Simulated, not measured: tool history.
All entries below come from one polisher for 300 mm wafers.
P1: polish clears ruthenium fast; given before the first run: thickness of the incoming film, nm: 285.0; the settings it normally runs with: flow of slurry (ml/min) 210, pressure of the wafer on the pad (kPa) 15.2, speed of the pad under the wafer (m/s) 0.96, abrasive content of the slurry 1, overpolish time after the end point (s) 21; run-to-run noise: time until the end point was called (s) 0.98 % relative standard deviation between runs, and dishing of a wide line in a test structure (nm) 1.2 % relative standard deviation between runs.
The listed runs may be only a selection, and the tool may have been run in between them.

run	day	flow of slurry (ml/min)	pressure of the wafer on the pad (kPa)	speed of the pad under the wafer (m/s)	abrasive content of the slurry	overpolish time after the end point (s)	wafers polished on this pad	hours since the slurry nozzle was cleaned	hours since the head pressure was calibrated	hours since the slurry blender was calibrated	time until the end point was called (s)	dishing of a wide line in a test structure (nm)
1	0.375	210	15.2	0.96	1	21	332	278.9	157.2	77.8	72.743	57.775
2	1.083	210	15.2	0.96	1	21	450	295.9	174.2	94.8	73.397	57.821
3	1.871	210	6.9	0.96	1	21	581	314.8	193.1	113.7	163.3	29.978
4	2.225	210	15.2	0.96	1.4	21	640	323.3	201.6	122.2	63.968	64.41
5	2.675	210	15.2	1.46	1	21	715	334.1	212.4	133	48.374	80.709
# day 3.246: slurry blender recalibrated
6	3.433	285	15.2	0.96	1	41	841	352.3	230.6	4.6	70.96	95.844
7	3.792	210	15.2	0.96	1	21	901	360.9	239.2	13.2	72.638	58.288
8	4.25	150	15.2	0.96	1.25	21	977	371.9	250.2	24.2	70.697	60.87
9	4.762	210	15.2	0.96	1	21	1063	384.2	262.5	36.5	73.171	58.241
10	5.408	210	20	0.96	1	21	1170	399.7	278	52	56.375	71.773
11	6.171	210	20.7	0.64	1	21	1297	418	296.3	70.3	82.723	54.005
12	6.688	290	15.2	0.96	1	21	1383	430.4	308.7	82.7	72.384	59.64
13	7.429	125	15.2	0.96	1	21	1506	448.2	326.5	100.5	79.355	53.928
14	7.979	210	15.2	0.96	0.5	21	1598	461.4	339.7	113.7	106.8	43.699
15	8.708	210	15.2	0.96	1	39	1719	478.9	357.2	131.2	73.84	92.531
16	9.3	210	15.2	0.96	1	21	1818	493.1	371.4	145.4	73.651	57.296
17	10.112	210	15.2	0.96	1	11	1953	512.6	390.9	164.9	74.566	34.035
18	10.779	210	15.2	0.46	1	21	2064	528.6	406.9	180.9	151.89	31.104
19	11.433	210	15.2	0.96	1	21	2173	544.3	422.6	196.6	73.061	57.969
20	11.888	210	15.2	0.96	1	21	2249	555.2	433.5	207.5	73.812	57.679
21	12.612	210	15.2	0.96	1	21	2369	572.6	450.9	224.9	73.632	58.997
22	12.996	210	15.2	0.96	1	21	2433	581.8	460.1	234.1	76.197	56.401
23	13.579	210	15.2	0.96	1	21	2530	595.8	474.1	248.1	78.298	55.456
24	14.125	210	15.2	0.96	1	21	2621	608.9	487.2	261.2	81.079	54.289
25	14.696	210	15.2	0.96	1	21	2716	622.6	500.9	274.9	81.991	53.938
# day 15.042: head pressure recalibrated
26	15.212	210	15.2	0.96	1	21	2802	635	4.2	287.3	83.024	52.542
# day 15.662: slurry nozzle cleaned
27	15.967	210	15.2	0.96	1	21	2928	7.4	22.3	305.4	82.395	52.666
28	16.321	210	15.2	0.96	1	21	2987	15.9	30.8	313.9	82.935	53.39
29	16.767	210	15.2	0.96	1	21	3061	26.6	41.5	324.6	82.757	52.936

The output of P1 has drifted from where it used to be. Each of the 2 causes below, taken at the size shown beside it, accounts for the log equally well:
A: removal rate lost through wear of the pad, % = 11.5
B: abrasive missing from the slurry, % = 22.2
The creep began at about day 12.612.
Excluded causes, each with its reason:
slurry flow missing at the pad, %: work on it at day 15.662, done after the drift set in, did not restore what the process gave before
head's pressure below its setpoint, %: work on it at day 15.042, done after the drift set in, did not restore what the process gave before

Below are 4 check runs, each averaged over 5 wafers, with their results shown as question marks. Which of them would give clearly different results depending on which cause is behind the drift?
check 1	17.212	150	11.7	0.96	1	21					?	?
check 2	17.212	210	15.2	1.16	1	21					?	?
check 3	17.212	280	15.2	0.96	1	21					?	?
check 4	17.212	210	15.2	0.96	0.55	21					?	?

What every check run would give for each of its results, assuming each possible cause in turn:
check	result	if A	if B
check 1	time until the end point was called (s)	113.1	113.07
check 1	dishing of a wide line in a test structure (nm)	40.644	40.652
check 2	time until the end point was called (s)	68.781	68.767
check 2	dishing of a wide line in a test structure (nm)	61.201	61.211
check 3	time until the end point was called (s)	80.496	80.479
check 3	dishing of a wide line in a test structure (nm)	54.014	54.023
check 4	time until the end point was called (s)	114.02	118.25
check 4	dishing of a wide line in a test structure (nm)	40.36	39.108
Minimum pairwise separation of causes per check, each pair taken at its best-separating result: check 1 0.02 %; check 2 0.02 %; check 3 0.02 %; check 4 3.65 %
The causes can be told apart only by check 4. The other checks would give nearly the same results under each of them.

The results of check 4 are: time until the end point was called (s) 114.22; dishing of a wide line in a test structure (nm) 40.02. Based on these, which of the listed causes is it?

Of the candidate causes, it is A: removal rate lost through wear of the pad, %.
